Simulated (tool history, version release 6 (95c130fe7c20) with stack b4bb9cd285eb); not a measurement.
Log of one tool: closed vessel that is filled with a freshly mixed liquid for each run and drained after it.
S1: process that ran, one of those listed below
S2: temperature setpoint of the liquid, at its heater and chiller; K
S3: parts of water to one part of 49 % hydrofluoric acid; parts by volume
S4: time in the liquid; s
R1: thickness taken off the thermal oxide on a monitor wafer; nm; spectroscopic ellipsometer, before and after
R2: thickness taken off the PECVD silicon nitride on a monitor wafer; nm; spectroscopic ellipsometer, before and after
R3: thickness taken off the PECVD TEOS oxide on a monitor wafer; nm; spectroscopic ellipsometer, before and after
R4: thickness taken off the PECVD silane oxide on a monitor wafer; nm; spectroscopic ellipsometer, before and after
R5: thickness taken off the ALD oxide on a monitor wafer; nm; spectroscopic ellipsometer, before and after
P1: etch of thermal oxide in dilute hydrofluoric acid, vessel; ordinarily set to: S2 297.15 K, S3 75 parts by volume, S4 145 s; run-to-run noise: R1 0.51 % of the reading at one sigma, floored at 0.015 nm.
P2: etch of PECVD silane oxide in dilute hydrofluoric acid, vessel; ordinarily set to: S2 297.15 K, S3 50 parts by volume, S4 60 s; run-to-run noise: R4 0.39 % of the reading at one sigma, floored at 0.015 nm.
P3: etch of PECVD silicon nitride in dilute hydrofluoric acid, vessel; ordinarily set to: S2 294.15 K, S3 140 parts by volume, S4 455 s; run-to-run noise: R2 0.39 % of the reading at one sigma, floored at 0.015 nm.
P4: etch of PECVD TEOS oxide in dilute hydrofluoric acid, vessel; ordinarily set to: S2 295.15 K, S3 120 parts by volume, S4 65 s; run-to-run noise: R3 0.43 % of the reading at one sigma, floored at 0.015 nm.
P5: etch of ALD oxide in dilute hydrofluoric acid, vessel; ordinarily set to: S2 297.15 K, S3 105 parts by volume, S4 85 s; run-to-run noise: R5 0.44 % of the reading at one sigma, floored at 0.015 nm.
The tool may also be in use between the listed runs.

run 1 hour=5.5 | S1=P1 S2=297.15 S3=75 S4=145 | R1=9.5821
run 2 hour=10.6 | S1=P3 S2=294.15 S3=45 S4=455 | R2=22.9100
run 3 hour=13.8 | S1=P4 S2=295.15 S3=120 S4=65 | R3=5.0683
run 4 hour=19.8 | S1=P1 S2=291.65 S3=75 S4=35 | R1=1.8215
run 5 hour=26.4 | S1=P2 S2=297.15 S3=50 S4=60 | R4=22.096
run 6 hour=30.6 | S1=P2 S2=304.15 S3=50 S4=60 | R4=29.448
run 7 hour=34.2 | S1=P1 S2=297.15 S3=75 S4=40 | R1=2.6667
run 8 hour=39.8 | S1=P1 S2=291.15 S3=75 S4=30 | R1=1.5151
run 9 hour=43.1 | S1=P5 S2=297.15 S3=105 S4=85 | R5=15.5300
run 10 hour=48.4 | S1=P1 S2=297.15 S3=75 S4=145 | R1=9.6895
run 11 hour=51.6 | S1=P3 S2=298.15 S3=140 S4=455 | R2=9.8701
run 12 hour=55.1 | S1=P1 S2=297.15 S3=75 S4=145 | R1=9.6132
run 13 hour=58.7 | S1=P1 S2=297.15 S3=75 S4=145 | R1=9.6107
run 14 hour=64.1 | S1=P5 S2=297.15 S3=105 S4=85 | R5=15.5110
run 15 hour=67.2 | S1=P1 S2=297.15 S3=75 S4=145 | R1=9.6230
run 16 hour=72.5 | S1=P2 S2=297.15 S3=20 S4=60 | R4=57.515
run 17 hour=75.5 | S1=P5 S2=303.15 S3=105 S4=85 | R5=19.5420
run 18 hour=81.5 | S1=P3 S2=294.15 S3=140 S4=455 | R2=7.6063
run 19 hour=85.5 | S1=P4 S2=295.15 S3=120 S4=65 | R3=5.1073
run 20 hour=89.9 | S1=P1 S2=297.15 S3=110 S4=30 | R1=1.2936
run 21 hour=95.9 | S1=P4 S2=295.15 S3=120 S4=35 | R3=2.7281
run 22 hour=100.3 | S1=P1 S2=297.15 S3=110 S4=145 | R1=6.2778
run 23 hour=105.5 | S1=P1 S2=301.15 S3=75 S4=145 | R1=11.3460
run 24 hour=108.6 | S1=P1 S2=290.15 S3=75 S4=145 | R1=7.2812
run 25 hour=112.9 | S1=P2 S2=297.15 S3=50 S4=30 | R4=10.991
-- hour=113.9 thermometer replaced
run 26 hour=116.3 | S1=P4 S2=290.65 S3=120 S4=65 | R3=4.2739
run 27 hour=119.7 | S1=P3 S2=294.15 S3=140 S4=725 | R2=12.1380
run 28 hour=124.6 | S1=P5 S2=297.15 S3=105 S4=30 | R5=5.4319
run 29 hour=127.6 | S1=P1 S2=297.15 S3=40 S4=145 | R1=18.9420
run 30 hour=133.2 | S1=P5 S2=297.15 S3=25 S4=85 | R5=71.6860
run 31 hour=137.7 | S1=P1 S2=297.15 S3=75 S4=145 | R1=9.5962
run 32 hour=142.0 | S1=P4 S2=295.15 S3=20 S4=65 | R3=34.5820
run 33 hour=147.8 | S1=P1 S2=297.15 S3=75 S4=255 | R1=16.8490
run 34 hour=154.2 | S1=P1 S2=297.15 S3=75 S4=145 | R1=9.6461
run 35 hour=160.4 | S1=P1 S2=297.15 S3=75 S4=145 | R1=9.1778
run 36 hour=166.5 | S1=P1 S2=297.15 S3=75 S4=145 | R1=9.0650
run 37 hour=169.7 | S1=P1 S2=297.15 S3=75 S4=145 | R1=9.0578
run 38 hour=175.6 | S1=P1 S2=297.15 S3=75 S4=145 | R1=8.9228
run 39 hour=181.2 | S1=P1 S2=297.15 S3=75 S4=145 | R1=8.8740
run 40 hour=184.8 | S1=P1 S2=297.15 S3=75 S4=145 | R1=8.7760
run 41 hour=190.8 | S1=P1 S2=297.15 S3=75 S4=145 | R1=8.7844
run 42 hour=196.2 | S1=P1 S2=297.15 S3=75 S4=145 | R1=8.7732
run 43 hour=201.6 | S1=P1 S2=297.15 S3=75 S4=145 | R1=8.7197

The output of P1 has drifted from where it used to be. Each of the 2 causes below, taken at the size shown beside it, accounts for the log equally well:
A: hydrofluoric acid flow below the setpoint (%) = 8.36
B: liquid colder than its thermometer reads (K) = 2.36
The process output started creeping at around hour 154.2.

Of the 4 check runs listed below, each run on one wafer and each result written as a question mark, which would let you distinguish the listed causes because they would give clearly different results?
run check 1 hour=207.0 | S1=P5 S2=297.15 S3=35 S4=30 | R5=?
run check 2 hour=207.0 | S1=P2 S2=302.65 S3=35 S4=60 | R4=?
run check 3 hour=207.0 | S1=P3 S2=298.15 S3=60 S4=455 | R2=?
run check 4 hour=207.0 | S1=P4 S2=295.15 S3=85 S4=65 | R3=?

Outcome of each check run for each possible cause:
check=check_1 result=R5 if_A=16.3270 if_B=16.2020
check=check_2 result=R4 if_A=36.814 if_B=36.703
check=check_3 result=R2 if_A=20.8640 if_B=19.4000
check=check_4 result=R3 if_A=6.8029 if_B=6.7981
Per-check spread between the two closest causes, in the result where they differ most: check 1 0.77 %; check 2 0.3 %; check 3 7.27 %; check 4 0.07 %
The causes can be told apart only by check 3. The other checks would give nearly the same results under each of them.

Check 3 was carried out, with these results: R2 19.4410 nm. Which of the listed causes is responsible?

The cause is B: liquid colder than its thermometer reads (K).
